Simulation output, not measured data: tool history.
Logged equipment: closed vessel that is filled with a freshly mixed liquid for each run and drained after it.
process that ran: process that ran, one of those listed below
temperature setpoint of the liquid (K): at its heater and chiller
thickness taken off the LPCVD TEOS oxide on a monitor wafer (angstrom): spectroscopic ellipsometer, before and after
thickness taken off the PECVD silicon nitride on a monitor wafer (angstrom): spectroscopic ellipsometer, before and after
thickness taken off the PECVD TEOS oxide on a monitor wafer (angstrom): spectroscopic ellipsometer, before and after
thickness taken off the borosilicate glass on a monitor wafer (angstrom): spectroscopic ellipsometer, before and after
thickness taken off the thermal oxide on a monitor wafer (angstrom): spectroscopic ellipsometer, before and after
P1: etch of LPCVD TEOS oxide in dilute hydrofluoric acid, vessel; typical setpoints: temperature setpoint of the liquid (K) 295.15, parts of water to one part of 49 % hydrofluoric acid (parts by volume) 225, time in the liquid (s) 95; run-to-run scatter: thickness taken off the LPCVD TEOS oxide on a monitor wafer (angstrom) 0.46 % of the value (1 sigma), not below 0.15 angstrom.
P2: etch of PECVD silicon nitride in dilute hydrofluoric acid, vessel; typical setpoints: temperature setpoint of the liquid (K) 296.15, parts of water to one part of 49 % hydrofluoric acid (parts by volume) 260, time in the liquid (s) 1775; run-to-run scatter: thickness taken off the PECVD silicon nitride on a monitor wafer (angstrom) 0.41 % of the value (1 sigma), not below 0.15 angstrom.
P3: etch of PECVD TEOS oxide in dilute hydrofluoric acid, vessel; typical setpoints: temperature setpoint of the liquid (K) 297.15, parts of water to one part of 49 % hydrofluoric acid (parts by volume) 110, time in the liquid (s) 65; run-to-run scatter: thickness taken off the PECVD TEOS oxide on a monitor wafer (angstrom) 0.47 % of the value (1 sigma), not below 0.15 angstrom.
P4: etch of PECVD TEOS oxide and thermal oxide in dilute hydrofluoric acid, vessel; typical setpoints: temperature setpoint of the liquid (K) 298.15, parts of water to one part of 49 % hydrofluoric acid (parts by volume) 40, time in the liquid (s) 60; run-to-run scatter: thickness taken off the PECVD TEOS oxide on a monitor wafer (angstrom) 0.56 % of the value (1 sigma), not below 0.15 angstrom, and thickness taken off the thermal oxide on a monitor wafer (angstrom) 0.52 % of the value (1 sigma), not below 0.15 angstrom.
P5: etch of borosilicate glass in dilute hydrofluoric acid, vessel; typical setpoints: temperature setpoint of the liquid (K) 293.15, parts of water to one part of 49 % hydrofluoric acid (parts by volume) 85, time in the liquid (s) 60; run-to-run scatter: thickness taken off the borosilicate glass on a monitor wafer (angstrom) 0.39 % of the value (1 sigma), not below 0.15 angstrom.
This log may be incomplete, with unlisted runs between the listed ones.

| run | hour | process that ran | temperature setpoint of the liquid (K) | parts of water to one part of 49 % hydrofluoric acid (parts by volume) | time in the liquid (s) | thickness taken off the LPCVD TEOS oxide on a monitor wafer (angstrom) | thickness taken off the PECVD silicon nitride on a monitor wafer (angstrom) | thickness taken off the PECVD TEOS oxide on a monitor wafer (angstrom) | thickness taken off the borosilicate glass on a monitor wafer (angstrom) | thickness taken off the thermal oxide on a monitor wafer (angstrom) |
|---|---|---|---|---|---|---|---|---|---|---|
| 1 | 10.7 | P1 | 295.15 | 225 | 95 | 75.436 |  |  |  |  |
| 2 | 21.6 | P2 | 296.15 | 260 | 1775 |  | 372.5100 |  |  |  |
| 3 | 33.8 | P3 | 297.15 | 110 | 30 |  |  | 64.079 |  |  |
| 4 | 42.7 | P1 | 290.15 | 225 | 30 | 19.191 |  |  |  |  |
| 5 | 48.6 | P5 | 293.15 | 85 | 30 |  |  |  | 116.13 |  |
| 6 | 54.4 | P1 | 295.15 | 70 | 165 | 498.740 |  |  |  |  |
| 7 | 62.9 | P1 | 295.15 | 55 | 95 | 370.580 |  |  |  |  |
| 8 | 71.5 | P5 | 301.15 | 85 | 60 |  |  |  | 319.82 |  |
| 9 | 77.8 | P1 | 295.15 | 225 | 95 | 74.991 |  |  |  |  |
| 10 | 86.8 | P4 | 298.15 | 40 | 115 |  |  | 497.050 |  | 155.740 |
| 11 | 93.3 | P1 | 295.15 | 225 | 40 | 31.759 |  |  |  |  |
| 12 | 102.2 | P1 | 295.15 | 225 | 140 | 111.060 |  |  |  |  |
| 13 | 110.1 | P1 | 295.15 | 225 | 95 | 74.898 |  |  |  |  |
| 14 | 116.1 | P4 | 298.15 | 40 | 60 |  |  | 258.090 |  | 80.849 |
| 15 | 123.0 | P1 | 295.15 | 365 | 95 | 40.328 |  |  |  |  |
| 16 | 129.7 | P1 | 295.15 | 225 | 95 | 75.514 |  |  |  |  |
| 17 | 137.6 | P1 | 295.15 | 225 | 95 | 75.304 |  |  |  |  |
| 18 | 148.5 | P5 | 293.15 | 130 | 60 |  |  |  | 144.02 |  |
| 19 | 159.7 | P3 | 297.15 | 170 | 65 |  |  | 83.973 |  |  |
| 20 | 170.7 | P4 | 292.15 | 40 | 60 |  |  | 201.780 |  | 62.840 |
| 21 | 181.6 | P1 | 300.15 | 225 | 95 | 90.929 |  |  |  |  |
| 22 | 191.6 | P4 | 298.15 | 70 | 60 |  |  | 141.330 |  | 44.294 |
| 23 | 201.1 | P1 | 295.15 | 225 | 95 | 74.621 |  |  |  |  |
| 24 | 211.9 | P3 | 290.15 | 110 | 65 |  |  | 103.310 |  |  |
| 25 | 217.8 | P1 | 295.15 | 345 | 35 | 16.131 |  |  |  |  |
| 26 | 227.0 | P5 | 293.15 | 85 | 60 |  |  |  | 233.48 |  |
| 27 | 239.0 | P1 | 290.15 | 225 | 95 | 61.848 |  |  |  |  |
| 28 | 247.2 | P3 | 297.15 | 110 | 65 |  |  | 139.080 |  |  |
| 29 | 256.7 | P2 | 296.15 | 260 | 35 |  | 7.3476 |  |  |  |
| 30 | 265.7 | P2 | 296.15 | 465 | 1775 |  | 210.8400 |  |  |  |
| 31 | 271.5 | P2 | 296.15 | 260 | 1775 |  | 373.8000 |  |  |  |
| 32 | 277.7 | P2 | 302.65 | 260 | 1775 |  | 557.8200 |  |  |  |
| 33 | 283.3 | P3 | 297.15 | 110 | 65 |  |  | 137.960 |  |  |
| 34 | 293.8 | P1 | 295.15 | 225 | 95 | 74.858 |  |  |  |  |
| 35 | 301.3 | P1 | 295.15 | 225 | 95 | 73.748 |  |  |  |  |
| 36 | 309.4 | P1 | 295.15 | 225 | 95 | 73.409 |  |  |  |  |
| 37 | 321.5 | P1 | 295.15 | 225 | 95 | 73.073 |  |  |  |  |
| 38 | 333.9 | P1 | 295.15 | 225 | 95 | 71.457 |  |  |  |  |
| 39 | 343.6 | P1 | 295.15 | 225 | 95 | 71.893 |  |  |  |  |
| 40 | 352.4 | P1 | 295.15 | 225 | 95 | 71.340 |  |  |  |  |
| 41 | 358.3 | P1 | 295.15 | 225 | 95 | 72.514 |  |  |  |  |
| 42 | 368.7 | P1 | 295.15 | 225 | 95 | 70.961 |  |  |  |  |
| 43 | 379.1 | P1 | 295.15 | 225 | 95 | 71.744 |  |  |  |  |
| 44 | 386.2 | P1 | 295.15 | 225 | 95 | 71.346 |  |  |  |  |
| 45 | 396.4 | P1 | 295.15 | 225 | 95 | 71.681 |  |  |  |  |

P1 no longer gives what it gave before; its output has crept away from where it was. The following 2 causes, each at its listed size, fit the log equally well:
A: hydrofluoric acid flow below the setpoint (%) = 4.35
B: liquid colder than its thermometer reads (K) = 1.46
The process output started creeping at around hour 293.8.

Which of the 4 check runs listed below separates the causes, so that each cause would produce a clearly different result? Each run uses one wafer, and its results are marked with question marks.
| check 1 | 406.6 | P4 | 298.15 | 55 | 110 |  |  | ? |  | ? |
| check 2 | 406.6 | P2 | 302.65 | 260 | 1775 |  | ? |  |  |  |
| check 3 | 406.6 | P5 | 301.15 | 110 | 60 |  |  |  | ? |  |
| check 4 | 406.6 | P3 | 297.15 | 145 | 65 |  |  | ? |  |  |

Check results expected under each cause:
| check | result | if A | if B |
|---|---|---|---|
| check 1 | thickness taken off the PECVD TEOS oxide on a monitor wafer (angstrom) | 320.930 | 317.130 |
| check 1 | thickness taken off the thermal oxide on a monitor wafer (angstrom) | 100.180 | 98.992 |
| check 2 | thickness taken off the PECVD silicon nitride on a monitor wafer (angstrom) | 527.0300 | 506.0000 |
| check 3 | thickness taken off the borosilicate glass on a monitor wafer (angstrom) | 226.58 | 225.53 |
| check 4 | thickness taken off the PECVD TEOS oxide on a monitor wafer (angstrom) | 95.558 | 95.136 |
Smallest distance between any two causes, each pair judged by its most separating result, in per cent: check 1 1.19 %; check 2 4.07 %; check 3 0.46 %; check 4 0.44 %
Of the check runs offered, only check 2 discriminates between the causes; the rest would read about the same regardless of which cause applies.

With check 2 done, the readings were: thickness taken off the PECVD silicon nitride on a monitor wafer (angstrom) 525.5100. Identify which of the listed causes applies.

The cause is A: hydrofluoric acid flow below the setpoint (%).

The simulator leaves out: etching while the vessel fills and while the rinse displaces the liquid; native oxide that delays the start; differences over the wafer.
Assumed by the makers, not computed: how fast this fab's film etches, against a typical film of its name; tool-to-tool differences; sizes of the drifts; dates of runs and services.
